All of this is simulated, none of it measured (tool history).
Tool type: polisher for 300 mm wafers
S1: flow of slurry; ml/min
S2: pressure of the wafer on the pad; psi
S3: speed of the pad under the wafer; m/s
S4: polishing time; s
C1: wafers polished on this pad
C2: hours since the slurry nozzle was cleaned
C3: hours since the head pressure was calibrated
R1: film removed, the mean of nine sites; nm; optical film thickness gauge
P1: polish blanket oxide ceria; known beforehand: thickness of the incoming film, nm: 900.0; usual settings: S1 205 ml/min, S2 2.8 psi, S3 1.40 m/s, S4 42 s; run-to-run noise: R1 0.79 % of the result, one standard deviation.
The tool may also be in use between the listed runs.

run 1 hour=2.3 | S1=205 S2=2.8 S3=1.40 S4=42 | C1=331 C2=301.5 C3=307.7 | R1=196.460
run 2 hour=5.3 | S1=285 S2=2.8 S3=1.40 S4=42 | C1=371 C2=304.5 C3=310.7 | R1=202.260
run 3 hour=9.1 | S1=205 S2=2.0 S3=1.40 S4=42 | C1=421 C2=308.3 C3=314.5 | R1=141.480
run 4 hour=13.1 | S1=205 S2=2.8 S3=1.40 S4=42 | C1=474 C2=312.3 C3=318.5 | R1=192.770
run 5 hour=16.2 | S1=205 S2=2.8 S3=1.40 S4=27 | C1=515 C2=315.4 C3=321.6 | R1=126.870
run 6 hour=19.3 | S1=205 S2=2.8 S3=1.04 S4=42 | C1=556 C2=318.5 C3=324.7 | R1=145.140
run 7 hour=21.8 | S1=205 S2=2.8 S3=1.90 S4=42 | C1=589 C2=321.0 C3=327.2 | R1=265.380
run 8 hour=24.9 | S1=125 S2=2.8 S3=1.40 S4=42 | C1=630 C2=324.1 C3=330.3 | R1=181.110
run 9 hour=27.4 | S1=205 S2=2.8 S3=1.40 S4=42 | C1=663 C2=326.6 C3=332.8 | R1=196.400
run 10 hour=30.7 | S1=205 S2=2.8 S3=1.40 S4=42 | C1=707 C2=329.9 C3=336.1 | R1=196.870
run 11 hour=34.1 | S1=205 S2=1.9 S3=1.40 S4=31 | C1=752 C2=333.3 C3=339.5 | R1=98.875
run 12 hour=36.5 | S1=205 S2=2.8 S3=1.40 S4=42 | C1=784 C2=335.7 C3=341.9 | R1=196.280
run 13 hour=39.9 | S1=125 S2=2.8 S3=1.40 S4=19 | C1=829 C2=339.1 C3=345.3 | R1=81.661
run 14 hour=42.2 | S1=205 S2=4.4 S3=1.40 S4=42 | C1=859 C2=341.4 C3=347.6 | R1=303.660
run 15 hour=44.8 | S1=205 S2=2.8 S3=1.40 S4=42 | C1=894 C2=344.0 C3=350.2 | R1=195.710
run 16 hour=47.7 | S1=125 S2=3.6 S3=1.40 S4=42 | C1=932 C2=346.9 C3=353.1 | R1=232.420
run 17 hour=50.4 | S1=205 S2=2.8 S3=1.40 S4=59 | C1=968 C2=349.6 C3=355.8 | R1=272.690
run 18 hour=54.1 | S1=205 S2=2.8 S3=1.40 S4=42 | C1=1017 C2=353.3 C3=359.5 | R1=192.630
run 19 hour=57.3 | S1=205 S2=2.8 S3=1.40 S4=42 | C1=1059 C2=356.5 C3=362.7 | R1=197.550
run 20 hour=60.6 | S1=205 S2=2.8 S3=1.40 S4=42 | C1=1103 C2=359.8 C3=366.0 | R1=186.970
run 21 hour=63.3 | S1=205 S2=2.8 S3=1.40 S4=42 | C1=1139 C2=362.5 C3=368.7 | R1=184.960
run 22 hour=66.2 | S1=205 S2=2.8 S3=1.40 S4=42 | C1=1177 C2=365.4 C3=371.6 | R1=184.320
run 23 hour=69.7 | S1=205 S2=2.8 S3=1.40 S4=42 | C1=1224 C2=368.9 C3=375.1 | R1=184.600
-- hour=70.8 head pressure recalibrated
run 24 hour=72.2 | S1=205 S2=2.8 S3=1.40 S4=42 | C1=1257 C2=371.4 C3=1.5 | R1=181.900
run 25 hour=74.4 | S1=205 S2=2.8 S3=1.40 S4=42 | C1=1286 C2=373.6 C3=3.7 | R1=181.650
run 26 hour=77.2 | S1=205 S2=2.8 S3=1.40 S4=42 | C1=1323 C2=376.4 C3=6.5 | R1=181.300

Compared with where it was, what P1 gives has crept away. Each cause listed below fits the log as well as the rest, at the size given for it:
A: slurry flow missing at the pad, % = 36.2
B: removal rate lost through wear of the pad, % = 6.89
Creep in the process output first set in at about hour 57.3.
Ruled out, with reasons:
head's pressure below its setpoint, %: serviced at hour 70.8, after the drift had started, without restoring the earlier output

Which of the check runs below tells the causes apart, meaning the causes would give it clearly different results? Each run uses 2 wafers whose results are averaged, and each result is shown as a question mark.
run check 1 hour=80.0 | S1=205 S2=2.8 S3=1.74 S4=42 | R1=?
run check 2 hour=80.0 | S1=205 S2=2.8 S3=1.10 S4=28 | R1=?
run check 3 hour=80.0 | S1=205 S2=4.0 S3=1.40 S4=32 | R1=?
run check 4 hour=80.0 | S1=125 S2=4.0 S3=1.40 S4=42 | R1=?

Predicted outcomes, by check and by cause:
check=check_1 result=R1 if_A=226.700 if_B=226.740
check=check_2 result=R1 if_A=95.546 if_B=95.563
check=check_3 result=R1 if_A=198.540 if_B=198.570
check=check_4 result=R1 if_A=230.890 if_B=240.450
Smallest distance between any two causes, each pair judged by its most separating result, in per cent: check 1 0.02 %; check 2 0.02 %; check 3 0.02 %; check 4 4.06 %
Only check 4 tells the causes apart: in the others they would give nearly the same result.

Running check 4 produced the following: R1 241.930 nm. Which one of the listed causes fits?

It was cause B: removal rate lost through wear of the pad, %.

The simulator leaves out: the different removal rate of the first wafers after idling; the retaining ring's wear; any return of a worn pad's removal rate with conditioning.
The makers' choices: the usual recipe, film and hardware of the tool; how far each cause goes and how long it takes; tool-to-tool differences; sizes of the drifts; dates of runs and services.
